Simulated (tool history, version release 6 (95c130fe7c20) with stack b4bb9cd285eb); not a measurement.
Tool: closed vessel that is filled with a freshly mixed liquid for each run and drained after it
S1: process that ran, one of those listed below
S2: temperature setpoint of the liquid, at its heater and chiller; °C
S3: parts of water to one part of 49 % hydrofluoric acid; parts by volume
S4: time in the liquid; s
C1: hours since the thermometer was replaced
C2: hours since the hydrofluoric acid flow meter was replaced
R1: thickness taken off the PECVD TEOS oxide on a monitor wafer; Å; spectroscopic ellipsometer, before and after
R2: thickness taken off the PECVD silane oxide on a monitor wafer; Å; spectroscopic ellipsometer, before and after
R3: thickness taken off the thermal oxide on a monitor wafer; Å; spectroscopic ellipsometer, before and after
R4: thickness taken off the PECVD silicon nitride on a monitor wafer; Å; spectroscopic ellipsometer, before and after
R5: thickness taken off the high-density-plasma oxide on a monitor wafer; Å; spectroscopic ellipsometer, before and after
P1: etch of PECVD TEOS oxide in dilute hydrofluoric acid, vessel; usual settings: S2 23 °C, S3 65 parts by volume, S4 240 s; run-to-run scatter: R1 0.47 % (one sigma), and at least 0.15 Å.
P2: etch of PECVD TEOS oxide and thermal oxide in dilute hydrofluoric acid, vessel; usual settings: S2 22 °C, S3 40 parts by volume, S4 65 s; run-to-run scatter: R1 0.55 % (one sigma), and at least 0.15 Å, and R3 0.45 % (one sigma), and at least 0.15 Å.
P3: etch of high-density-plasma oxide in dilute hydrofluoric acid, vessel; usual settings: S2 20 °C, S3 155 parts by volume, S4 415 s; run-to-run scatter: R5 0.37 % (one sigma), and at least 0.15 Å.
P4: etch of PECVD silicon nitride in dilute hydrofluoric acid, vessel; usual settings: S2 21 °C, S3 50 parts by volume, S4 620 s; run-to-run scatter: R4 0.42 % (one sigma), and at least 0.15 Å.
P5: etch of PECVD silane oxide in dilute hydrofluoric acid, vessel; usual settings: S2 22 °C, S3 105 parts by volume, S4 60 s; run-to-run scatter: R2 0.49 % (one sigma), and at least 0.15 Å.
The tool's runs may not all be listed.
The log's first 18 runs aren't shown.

Run 19, hour 124.6: S1 P5, S2 22 °C, S3 105 parts by volume, S4 60 s; C1 737.2; C2 587.8. Result: R2 132.18 Å.
Run 20, hour 130: S1 P3, S2 20 °C, S3 155 parts by volume, S4 125 s; C1 742.6; C2 593.2. Result: R5 33.049 Å.
Run 21, hour 137.8: S1 P2, S2 22 °C, S3 65 parts by volume, S4 65 s; C1 750.4; C2 601. Result: R1 137.92 Å, R3 43.432 Å.
Run 22, hour 143.9: S1 P1, S2 23 °C, S3 65 parts by volume, S4 240 s; C1 756.5; C2 607.1. Result: R1 453.27 Å.
Run 23, hour 149.6: S1 P4, S2 21 °C, S3 50 parts by volume, S4 620 s; C1 762.2; C2 612.8. Result: R4 413.93 Å.
Run 24, hour 157.4: S1 P3, S2 20 °C, S3 155 parts by volume, S4 415 s; C1 770; C2 620.6. Result: R5 108.19 Å.
Run 25, hour 166.7: S1 P2, S2 22 °C, S3 40 parts by volume, S4 65 s; C1 779.3; C2 629.9. Result: R1 232.08 Å, R3 73.583 Å.
Run 26, hour 175.7: S1 P1, S2 23 °C, S3 65 parts by volume, S4 240 s; C1 788.3; C2 638.9. Result: R1 455.41 Å.
Run 27, hour 182.9: S1 P1, S2 23 °C, S3 65 parts by volume, S4 85 s; C1 795.5; C2 646.1. Result: R1 160.39 Å.
Run 28, hour 190.6: S1 P1, S2 23 °C, S3 65 parts by volume, S4 465 s; C1 803.2; C2 653.8. Result: R1 876.64 Å.
Run 29, hour 197.3: S1 P1, S2 17 °C, S3 85 parts by volume, S4 240 s; C1 809.9; C2 660.5. Result: R1 265.37 Å.
Run 30, hour 206.7: S1 P3, S2 17 °C, S3 155 parts by volume, S4 415 s; C1 819.3; C2 669.9. Result: R5 96.801 Å.
Run 31, hour 216.2: S1 P1, S2 23 °C, S3 110 parts by volume, S4 385 s; C1 828.8; C2 679.4. Result: R1 406.76 Å.
Run 32, hour 225.5: S1 P1, S2 23 °C, S3 90 parts by volume, S4 105 s; C1 838.1; C2 688.7. Result: R1 139.29 Å.
Run 33, hour 231.3: S1 P1, S2 23 °C, S3 20 parts by volume, S4 240 s; C1 843.9; C2 694.5. Result: R1 1567.1 Å.
Run 34, hour 239.9: S1 P2, S2 17 °C, S3 40 parts by volume, S4 65 s; C1 852.5; C2 703.1. Result: R1 185.84 Å, R3 58.584 Å.
Run 35, hour 244.9: S1 P1, S2 23 °C, S3 65 parts by volume, S4 240 s; C1 857.5; C2 708.1. Result: R1 456.73 Å.
Run 36, hour 254.3: S1 P1, S2 23 °C, S3 65 parts by volume, S4 240 s; C1 866.9; C2 717.5. Result: R1 436.52 Å.
Run 37, hour 261.7: S1 P1, S2 23 °C, S3 65 parts by volume, S4 240 s; C1 874.3; C2 724.9. Result: R1 428.9 Å.
Run 38, hour 271.2: S1 P1, S2 23 °C, S3 65 parts by volume, S4 240 s; C1 883.8; C2 734.4. Result: R1 427.06 Å.
Run 39, hour 276.8: S1 P1, S2 23 °C, S3 65 parts by volume, S4 240 s; C1 889.4; C2 740. Result: R1 426.21 Å.
Run 40, hour 284.6: S1 P1, S2 23 °C, S3 65 parts by volume, S4 240 s; C1 897.2; C2 747.8. Result: R1 423.76 Å.

Run 41 comes next. What will it give?
Run 41, hour 293.4: S1 P1, S2 23 °C, S3 65 parts by volume, S4 240 s; C1 906; C2 756.6. Result: R1 ?.

Run 41 gave R1 423.41 Å.
